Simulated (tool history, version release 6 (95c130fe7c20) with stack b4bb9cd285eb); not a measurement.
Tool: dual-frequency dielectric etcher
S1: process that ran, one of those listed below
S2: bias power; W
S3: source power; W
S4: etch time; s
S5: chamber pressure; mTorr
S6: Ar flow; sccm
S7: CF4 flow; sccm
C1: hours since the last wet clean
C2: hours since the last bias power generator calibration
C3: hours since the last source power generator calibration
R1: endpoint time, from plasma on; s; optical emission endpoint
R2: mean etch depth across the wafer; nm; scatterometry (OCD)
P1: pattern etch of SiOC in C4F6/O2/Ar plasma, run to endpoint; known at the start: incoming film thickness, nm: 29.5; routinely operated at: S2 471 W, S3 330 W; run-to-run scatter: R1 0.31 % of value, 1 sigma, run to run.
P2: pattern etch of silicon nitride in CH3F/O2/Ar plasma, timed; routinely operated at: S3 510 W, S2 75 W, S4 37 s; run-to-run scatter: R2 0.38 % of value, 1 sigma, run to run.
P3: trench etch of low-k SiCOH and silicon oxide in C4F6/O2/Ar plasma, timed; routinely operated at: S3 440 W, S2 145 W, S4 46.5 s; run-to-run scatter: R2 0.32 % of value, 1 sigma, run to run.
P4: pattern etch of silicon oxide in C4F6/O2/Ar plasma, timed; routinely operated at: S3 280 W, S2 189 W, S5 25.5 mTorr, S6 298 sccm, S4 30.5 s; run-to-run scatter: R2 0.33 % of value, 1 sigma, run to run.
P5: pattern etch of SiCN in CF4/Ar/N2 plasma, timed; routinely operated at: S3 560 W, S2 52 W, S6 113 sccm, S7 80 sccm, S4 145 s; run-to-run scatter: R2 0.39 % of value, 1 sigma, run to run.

run	day	S1	S2	S3	S4	S5	S6	S7	C1	C2	C3	R1	R2
1	0.338	P1	471	330					144.6	1653.9	881.4	11.117	
2	0.742	P1	471	220					154.3	1663.6	891.1	12.896	
3	1.15	P3	195	440	46.5				164.1	1673.4	900.9		161.21
4	1.467	P4	147	280	30.5	25.5	298		171.7	1681	908.5		79.832
5	1.867	P2	75	350	37				181.3	1690.6	918.1		25.208
6	2.279	P5	52	710	145		113	80	191.2	1700.5	928		171.6
7	2.504	P5	33	560	145		113	80	196.6	1705.9	933.4		121.52
8	2.879	P1	588	250					205.6	1714.9	942.4	11.217	
9	3.225	P4	189	280	30.5	25.5	298		213.9	1723.2	950.7		86.782
10	3.642	P2	75	510	37				223.9	1733.2	960.7		28.943
11	3.888	P3	145	620	46.5				229.8	1739.1	966.6		170.06
12	4.108	P1	471	330					235.1	1744.4	971.9	11.081	
13	4.504	P4	189	280	30.5	25.5	243		244.6	1753.9	981.4		88.614
14	4.725	P4	189	280	30.5	33.5	298		249.9	1759.2	986.7		84.138
15	4.983	P1	471	330					256.1	1765.4	992.9	11.016	
16	5.383	P5	52	560	145		113	80	265.7	1775	1002.5		138.81
17	5.612	P4	189	280	19.5	25.5	298		271.2	1780.5	1008		55.589
18	5.946	P3	145	440	25.5				279.2	1788.5	1016		81.047
19	6.262	P1	390	240					286.8	1796.1	1023.6	13.375	
20	6.521	P1	471	420					293	1802.3	1029.8	10.151	
21	6.796	P1	471	330					299.6	1808.9	1036.4	11.069	
22	7.192	P5	52	560	145		113	104	309.1	1818.4	1045.9		145.36
23	7.4	P1	666	330					314.1	1823.4	1050.9	9.7236	
24	7.675	P1	344	330					320.7	1830	1057.5	12.47	
25	8.004	P3	145	440	46.5				328.6	1837.9	1065.4		146.71
26	8.338	P3	145	440	46.5				336.6	1845.9	1073.4		147.81
27	8.571	P2	44	510	37				342.2	1851.5	1079		24.684
28	8.842	P1	471	330					348.7	1858	1085.5	11.03	
29	9.133	P5	52	560	145		142	80	355.7	1865	1092.5		132.94
30	9.458	P1	309	450					363.5	1872.8	1100.3	11.415	
31	9.729	P5	52	560	145		113	80	370	1879.3	1106.8		138.89
32	9.979	P2	75	510	53.5				376	1885.3	1112.8		41.833
33	10.392	P4	189	190	30.5	25.5	298		385.9	1895.2	1122.7		74.569
34	10.812	P5	52	560	109.5		113	80	396	1905.3	1132.8		104.64
35	11.104	P1	471	330					403	1912.3	1139.8	11.114	
36	11.462	P1	471	330					411.6	1920.9	1148.4	10.971	
37	11.65	P1	471	330					416.1	1925.4	1152.9	10.972	
38	11.912	P1	471	330					422.4	1931.7	1159.2	10.933	
# day 11.975: wet clean of the chamber
39	12.171	P1	471	330					4.8	1937.9	1165.4	10.896	
40	12.433	P1	471	330					11.1	1944.2	1171.7	10.936	
41	12.725	P1	471	330					18.1	1951.2	1178.7	10.861	

What P1 gives has crept away from where it was. These 2 causes fit the log equally well, each at the size given:
A: bias power that arrives over what is set, % = 4.16
B: source power that arrives over what is set, % = 4.23
Creep in the process output first set in at about day 11.104.
Other possible causes, and why each is ruled out:
chamber walls in a state that raises the etch rate, %: serviced at day 11.975, after the drift had started, without restoring the earlier output

Which of the check runs below tells the causes apart, meaning the causes would give it clearly different results? Each run uses 2 wafers whose results are averaged, and each result is shown as a question mark.
check 1	13.017	P2	48	510	53								?
check 2	13.017	P5	52	560	145		137	95					?
check 3	13.017	P4	189	280	30.5	25.5	246						?
check 4	13.017	P3	145	570	46.5								?

Expected result of each check under each candidate cause:
check	result	if A	if B
check 1	R2	36.537	36.681
check 2	R2	139.79	143.16
check 3	R2	89.822	90.054
check 4	R2	165.78	166.53
Smallest distance between any two causes, each pair judged by its most separating result, in per cent: check 1 0.39 %; check 2 2.38 %; check 3 0.26 %; check 4 0.45 %
Check 2 distinguishes between the causes, while the remaining checks would return nearly the same result for all of them.

Here is what check 2 returned: R2 139.7 nm. Which cause is it?

The correct cause is A, namely: bias power that arrives over what is set, %.
